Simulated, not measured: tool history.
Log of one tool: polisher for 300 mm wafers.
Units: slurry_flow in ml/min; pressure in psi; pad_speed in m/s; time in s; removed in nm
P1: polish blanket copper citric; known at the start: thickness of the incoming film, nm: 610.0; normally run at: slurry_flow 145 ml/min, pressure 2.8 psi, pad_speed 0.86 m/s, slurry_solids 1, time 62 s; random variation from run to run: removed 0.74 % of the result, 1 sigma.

Run 1, hour 6.5: slurry_flow 145 ml/min, pressure 2.8 psi, pad_speed 0.86 m/s, slurry_solids 1, time 62 s. Result: removed 110.55 nm.
Run 2, hour 12.1: slurry_flow 145 ml/min, pressure 2.8 psi, pad_speed 0.86 m/s, slurry_solids 1, time 96 s. Result: removed 170.49 nm.
Run 3, hour 19.7: slurry_flow 145 ml/min, pressure 2.8 psi, pad_speed 0.86 m/s, slurry_solids 0.55, time 62 s. Result: removed 95.501 nm.
Run 4, hour 25.2: slurry_flow 145 ml/min, pressure 4 psi, pad_speed 0.86 m/s, slurry_solids 1, time 62 s. Result: removed 155.43 nm.
Run 5, hour 30.1: slurry_flow 145 ml/min, pressure 1.9 psi, pad_speed 0.86 m/s, slurry_solids 1, time 62 s. Result: removed 76.385 nm.
Run 6, hour 37.7: slurry_flow 85 ml/min, pressure 2.8 psi, pad_speed 0.86 m/s, slurry_solids 1, time 62 s. Result: removed 96.691 nm.
Run 7, hour 46.5: slurry_flow 145 ml/min, pressure 2.8 psi, pad_speed 0.86 m/s, slurry_solids 1.5, time 62 s. Result: removed 120.72 nm.
Run 8, hour 52.4: slurry_flow 145 ml/min, pressure 2.8 psi, pad_speed 0.86 m/s, slurry_solids 0.7, time 90 s. Result: removed 147.76 nm.
Run 9, hour 60.5: slurry_flow 145 ml/min, pressure 2.8 psi, pad_speed 0.38 m/s, slurry_solids 1, time 62 s. Result: removed 49.933 nm.
Run 10, hour 68.3: slurry_flow 145 ml/min, pressure 2.8 psi, pad_speed 1.1 m/s, slurry_solids 1, time 62 s. Result: removed 140.88 nm.
Run 11, hour 75.8: slurry_flow 145 ml/min, pressure 2.8 psi, pad_speed 0.86 m/s, slurry_solids 1, time 28 s. Result: removed 49.562 nm.
Run 12, hour 82.1: slurry_flow 145 ml/min, pressure 2.8 psi, pad_speed 0.86 m/s, slurry_solids 1, time 62 s. Result: removed 109.37 nm.

The next listed run, before its measurement:
Run 13, hour 88: slurry_flow 145 ml/min, pressure 2.8 psi, pad_speed 0.86 m/s, slurry_solids 1, time 62 s. Result: removed ?.

Run 13 gave removed 110 nm.
